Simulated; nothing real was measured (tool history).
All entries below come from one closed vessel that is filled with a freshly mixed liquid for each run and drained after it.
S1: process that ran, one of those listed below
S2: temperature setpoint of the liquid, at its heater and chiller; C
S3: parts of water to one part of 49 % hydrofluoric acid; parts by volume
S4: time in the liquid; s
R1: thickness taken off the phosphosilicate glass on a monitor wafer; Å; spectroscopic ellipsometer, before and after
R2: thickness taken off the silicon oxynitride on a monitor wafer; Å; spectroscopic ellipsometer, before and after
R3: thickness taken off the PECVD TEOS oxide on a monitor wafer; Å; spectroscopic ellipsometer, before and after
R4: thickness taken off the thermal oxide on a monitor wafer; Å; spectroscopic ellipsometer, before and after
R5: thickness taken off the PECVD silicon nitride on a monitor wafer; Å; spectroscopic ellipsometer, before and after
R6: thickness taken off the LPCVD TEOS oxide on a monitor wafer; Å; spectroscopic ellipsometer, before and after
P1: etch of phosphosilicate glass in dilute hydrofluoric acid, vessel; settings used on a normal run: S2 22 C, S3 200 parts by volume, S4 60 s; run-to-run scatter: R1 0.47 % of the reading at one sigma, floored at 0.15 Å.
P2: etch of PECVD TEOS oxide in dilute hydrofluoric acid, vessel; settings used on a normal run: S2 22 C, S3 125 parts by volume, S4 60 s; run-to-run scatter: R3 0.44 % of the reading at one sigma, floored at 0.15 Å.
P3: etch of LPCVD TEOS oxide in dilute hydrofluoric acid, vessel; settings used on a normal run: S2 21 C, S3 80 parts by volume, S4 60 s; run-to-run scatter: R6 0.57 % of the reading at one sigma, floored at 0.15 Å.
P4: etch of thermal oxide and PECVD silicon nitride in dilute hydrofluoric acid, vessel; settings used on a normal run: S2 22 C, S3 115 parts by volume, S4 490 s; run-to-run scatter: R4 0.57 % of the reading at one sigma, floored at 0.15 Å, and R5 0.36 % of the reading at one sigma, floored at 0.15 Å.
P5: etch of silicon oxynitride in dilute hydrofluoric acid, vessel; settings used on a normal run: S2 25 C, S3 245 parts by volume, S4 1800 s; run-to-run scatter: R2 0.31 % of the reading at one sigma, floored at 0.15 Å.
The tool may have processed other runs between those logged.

Run 1, hour 6.4: S1 P1, S2 22 C, S3 200 parts by volume, S4 60 s. Result: R1 335.34 Å.
Run 2, hour 14.8: S1 P1, S2 22 C, S3 200 parts by volume, S4 60 s. Result: R1 337.08 Å.
Run 3, hour 23.2: S1 P5, S2 25 C, S3 245 parts by volume, S4 1800 s. Result: R2 219.94 Å.
Run 4, hour 30.8: S1 P1, S2 22 C, S3 200 parts by volume, S4 60 s. Result: R1 336.76 Å.
Run 5, hour 39.8: S1 P2, S2 22 C, S3 125 parts by volume, S4 35 s. Result: R3 63.386 Å.
Run 6, hour 48.2: S1 P5, S2 30.5 C, S3 245 parts by volume, S4 1800 s. Result: R2 278.05 Å.
Run 7, hour 55.6: S1 P4, S2 27.5 C, S3 115 parts by volume, S4 490 s. Result: R4 214.6 Å, R5 118.96 Å.
Run 8, hour 64.8: S1 P4, S2 22 C, S3 115 parts by volume, S4 885 s. Result: R4 314.8 Å, R5 150.68 Å.
Run 9, hour 69.8: S1 P1, S2 17 C, S3 200 parts by volume, S4 60 s. Result: R1 277.02 Å.
Run 10, hour 75.9: S1 P1, S2 26 C, S3 40 parts by volume, S4 60 s. Result: R1 2383.1 Å.
Run 11, hour 84.6: S1 P5, S2 25 C, S3 410 parts by volume, S4 1800 s. Result: R2 117.43 Å.
Run 12, hour 92.7: S1 P1, S2 22 C, S3 95 parts by volume, S4 60 s. Result: R1 796.85 Å.
Run 13, hour 98.3: S1 P5, S2 25 C, S3 245 parts by volume, S4 155 s. Result: R2 18.938 Å.
Run 14, hour 104: S1 P1, S2 28 C, S3 200 parts by volume, S4 60 s. Result: R1 419.34 Å.
Run 15, hour 111.8: S1 P1, S2 22 C, S3 345 parts by volume, S4 60 s. Result: R1 170.28 Å.
Run 16, hour 118.6: S1 P1, S2 22 C, S3 200 parts by volume, S4 60 s. Result: R1 335.23 Å.
Run 17, hour 125.4: S1 P3, S2 21 C, S3 80 parts by volume, S4 30 s. Result: R6 196.01 Å.
Run 18, hour 132.4: S1 P2, S2 22 C, S3 125 parts by volume, S4 60 s. Result: R3 109.21 Å.
Run 19, hour 137.8: S1 P2, S2 17 C, S3 125 parts by volume, S4 60 s. Result: R3 89.959 Å.
Run 20, hour 146.6: S1 P1, S2 22 C, S3 200 parts by volume, S4 60 s. Result: R1 338.6 Å.
Run 21, hour 151.9: S1 P1, S2 22 C, S3 200 parts by volume, S4 95 s. Result: R1 533.91 Å.
Run 22, hour 157.3: S1 P2, S2 22 C, S3 125 parts by volume, S4 60 s. Result: R3 109.01 Å.

Run 23 has not been measured yet. What should we expect?
Run 23, hour 163.2: S1 P3, S2 29 C, S3 80 parts by volume, S4 60 s. Result: R6 ?.

R6: 540.82 Å

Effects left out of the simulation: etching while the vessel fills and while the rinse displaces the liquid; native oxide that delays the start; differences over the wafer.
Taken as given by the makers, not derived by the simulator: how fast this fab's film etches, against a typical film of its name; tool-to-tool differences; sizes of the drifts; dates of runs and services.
